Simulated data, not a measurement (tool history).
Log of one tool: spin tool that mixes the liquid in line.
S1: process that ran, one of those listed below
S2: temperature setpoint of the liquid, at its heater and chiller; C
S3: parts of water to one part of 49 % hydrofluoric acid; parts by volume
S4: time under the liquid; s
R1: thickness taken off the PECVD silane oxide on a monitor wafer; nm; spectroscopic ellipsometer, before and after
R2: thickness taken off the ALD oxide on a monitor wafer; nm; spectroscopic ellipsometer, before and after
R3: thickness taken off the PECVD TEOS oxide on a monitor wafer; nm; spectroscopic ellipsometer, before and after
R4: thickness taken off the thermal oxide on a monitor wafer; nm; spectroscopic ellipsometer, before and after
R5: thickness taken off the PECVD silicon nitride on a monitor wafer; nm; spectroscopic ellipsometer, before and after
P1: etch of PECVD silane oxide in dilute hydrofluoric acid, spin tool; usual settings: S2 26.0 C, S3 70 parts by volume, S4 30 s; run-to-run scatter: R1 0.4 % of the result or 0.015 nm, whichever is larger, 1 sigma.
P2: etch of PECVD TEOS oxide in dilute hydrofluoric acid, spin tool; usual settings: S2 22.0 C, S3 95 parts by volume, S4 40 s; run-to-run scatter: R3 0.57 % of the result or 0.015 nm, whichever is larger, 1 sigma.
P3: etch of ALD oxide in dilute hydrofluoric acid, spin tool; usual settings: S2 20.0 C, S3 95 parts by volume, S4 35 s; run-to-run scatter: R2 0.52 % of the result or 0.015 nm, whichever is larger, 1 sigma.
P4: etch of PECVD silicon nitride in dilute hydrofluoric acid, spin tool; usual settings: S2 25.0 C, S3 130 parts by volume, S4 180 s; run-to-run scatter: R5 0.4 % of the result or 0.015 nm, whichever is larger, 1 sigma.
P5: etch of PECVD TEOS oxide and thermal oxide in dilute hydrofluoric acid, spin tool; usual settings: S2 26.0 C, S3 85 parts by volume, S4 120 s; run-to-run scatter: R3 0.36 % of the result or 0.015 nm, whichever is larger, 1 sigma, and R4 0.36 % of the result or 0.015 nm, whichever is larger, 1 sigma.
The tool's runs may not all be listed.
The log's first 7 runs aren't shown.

| run | hour | S1 | S2 | S3 | S4 | R1 | R2 | R3 | R4 | R5 |
|---|---|---|---|---|---|---|---|---|---|---|
| 8 | 90.1 | P5 | 31.0 | 85 | 120 |  |  | 38.0750 | 9.42670 |  |
| 9 | 98.3 | P3 | 20.0 | 150 | 35 |  | 4.9041 |  |  |  |
| 10 | 114.8 | P1 | 26.0 | 35 | 30 | 15.4460 |  |  |  |  |
| 11 | 130.6 | P1 | 26.0 | 70 | 15 | 3.6396 |  |  |  |  |
| 12 | 145.9 | P1 | 26.0 | 70 | 30 | 7.2711 |  |  |  |  |
| 13 | 153.8 | P1 | 26.0 | 70 | 30 | 7.2899 |  |  |  |  |
| 14 | 169.6 | P1 | 26.0 | 70 | 55 | 13.5250 |  |  |  |  |
| 15 | 181.4 | P5 | 26.0 | 85 | 120 |  |  | 31.3100 | 7.78870 |  |
| 16 | 191.3 | P3 | 20.0 | 95 | 35 |  | 8.2686 |  |  |  |
| 17 | 199.9 | P4 | 25.0 | 130 | 290 |  |  |  |  | 8.2066 |
| 18 | 210.5 | P4 | 25.0 | 130 | 180 |  |  |  |  | 5.0785 |
| 19 | 221.0 | P1 | 26.0 | 70 | 30 | 7.2692 |  |  |  |  |
| 20 | 233.4 | P5 | 26.0 | 85 | 15 |  |  | 3.9473 | 0.96468 |  |
| 21 | 249.3 | P4 | 25.0 | 130 | 180 |  |  |  |  | 5.0521 |
| 22 | 261.2 | P2 | 22.0 | 95 | 40 |  |  | 5.2250 |  |  |
| 23 | 268.5 | P1 | 26.0 | 70 | 30 | 7.3008 |  |  |  |  |
| 24 | 285.2 | P4 | 25.0 | 70 | 180 |  |  |  |  | 9.3438 |

The next listed run, before its measurement:
| 25 | 300.2 | P4 | 18.0 | 130 | 180 |  |  |  |  | ? |

{"run 25": {"R5": 3.1608}}
